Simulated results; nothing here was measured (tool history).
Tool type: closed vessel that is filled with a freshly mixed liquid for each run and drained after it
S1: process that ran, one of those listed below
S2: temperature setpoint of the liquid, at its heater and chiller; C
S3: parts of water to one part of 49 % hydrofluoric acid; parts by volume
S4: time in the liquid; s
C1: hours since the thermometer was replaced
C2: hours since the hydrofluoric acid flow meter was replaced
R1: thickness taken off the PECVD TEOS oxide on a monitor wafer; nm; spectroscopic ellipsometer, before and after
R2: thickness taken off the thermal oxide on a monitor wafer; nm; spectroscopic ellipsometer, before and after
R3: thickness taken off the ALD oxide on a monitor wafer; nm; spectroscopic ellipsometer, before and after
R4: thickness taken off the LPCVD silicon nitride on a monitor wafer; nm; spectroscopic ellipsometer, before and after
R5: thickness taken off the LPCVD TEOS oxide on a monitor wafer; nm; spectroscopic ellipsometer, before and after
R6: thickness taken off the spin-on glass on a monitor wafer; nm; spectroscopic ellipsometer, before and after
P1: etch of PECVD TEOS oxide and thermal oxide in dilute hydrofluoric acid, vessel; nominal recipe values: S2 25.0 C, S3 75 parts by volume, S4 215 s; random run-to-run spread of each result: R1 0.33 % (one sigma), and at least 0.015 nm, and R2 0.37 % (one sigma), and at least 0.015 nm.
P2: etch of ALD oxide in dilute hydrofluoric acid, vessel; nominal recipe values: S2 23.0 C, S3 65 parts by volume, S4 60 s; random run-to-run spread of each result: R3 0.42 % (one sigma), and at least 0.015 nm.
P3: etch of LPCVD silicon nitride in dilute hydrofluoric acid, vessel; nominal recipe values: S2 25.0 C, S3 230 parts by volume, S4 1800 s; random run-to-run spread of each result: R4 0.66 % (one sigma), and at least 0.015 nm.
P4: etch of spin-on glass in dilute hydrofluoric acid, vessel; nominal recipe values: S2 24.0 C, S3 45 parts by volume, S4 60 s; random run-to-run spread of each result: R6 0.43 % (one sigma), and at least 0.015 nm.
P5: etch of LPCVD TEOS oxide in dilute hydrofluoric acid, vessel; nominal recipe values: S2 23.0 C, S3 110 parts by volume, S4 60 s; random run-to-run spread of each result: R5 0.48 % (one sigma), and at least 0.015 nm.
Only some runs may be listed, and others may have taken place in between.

run	day	S1	S2	S3	S4	C1	C2	R1	R2	R3	R4	R5	R6
1	0.183	P1	25.0	75	215	407.4	414.1	49.9640	14.1090				
2	0.388	P2	23.0	65	90	412.3	419.0			30.244			
3	0.529	P3	25.0	230	1800	415.7	422.4				3.9051		
4	0.788	P1	19.0	75	215	421.9	428.6	39.1690	10.9590				
5	0.946	P2	23.0	110	60	425.7	432.4			11.328			
6	1.192	P5	23.0	110	30	431.6	438.3					8.0857	
7	1.450	P1	25.0	75	215	437.8	444.5	49.6320	14.1220				
8	1.600	P2	23.0	65	60	441.4	448.1			20.159			
9	1.875	P5	28.5	110	60	448.0	454.7					20.0780	
10	2.175	P1	25.0	75	215	455.2	461.9	49.9770	14.1000				
11	2.454	P4	24.0	45	30	461.9	468.6						26.931
# day 2.483: hydrofluoric acid flow meter replaced
12	2.750	P3	29.0	230	1800	469.0	6.5				4.9786		
13	2.896	P2	31.5	65	60	472.5	10.0			28.324			
14	3.062	P4	32.0	45	60	476.5	14.0						73.905
15	3.233	P4	24.0	25	60	480.6	18.1						99.565
16	3.421	P3	25.0	425	1800	485.1	22.6				2.1653		
17	3.692	P1	25.0	75	365	491.6	29.1	84.7720	23.9440				
18	3.912	P1	25.0	20	215	496.9	34.4	199.9000	57.3000				
19	4.058	P3	25.0	230	3465	500.4	37.9				7.5380		
20	4.367	P3	25.0	230	1800	507.8	45.3				3.8710		
21	4.550	P1	25.0	75	40	512.2	49.7	9.2801	2.5883				
22	4.796	P1	25.0	130	215	518.1	55.6	26.7900	7.6421				
23	5.117	P5	23.0	110	60	525.8	63.3					16.2230	
24	5.267	P1	32.0	75	30	529.4	66.9	9.1181	2.5864				
25	5.450	P4	24.0	45	60	533.8	71.3						53.782
26	5.646	P1	25.0	75	215	538.5	76.0	49.8900	14.0100				
27	5.954	P5	23.0	110	60	545.9	83.4					16.1870	
28	6.238	P1	30.5	75	215	552.7	90.2	61.9820	17.4160				
29	6.471	P5	23.0	190	60	558.3	95.8					8.5846	
30	6.679	P1	25.0	75	215	563.3	100.8	49.7150	13.9810				
31	6.967	P1	25.0	75	215	570.2	107.7	49.8910	14.1500				
32	7.229	P1	25.0	75	215	576.5	114.0	47.9070	13.4480				
33	7.412	P1	25.0	75	215	580.9	118.4	47.0080	13.2370				
34	7.592	P1	25.0	75	215	585.2	122.7	46.5460	13.1430				
35	7.792	P1	25.0	75	215	590.0	127.5	46.4780	13.1360				
36	8.058	P1	25.0	75	215	596.4	133.9	46.2290	12.9850				

Run 37 is up next; what results do you expect?
37	8.288	P1	25.0	75	215	601.9	139.4	?	?				

R1: 46.0970 nm
R2: 12.9420 nm
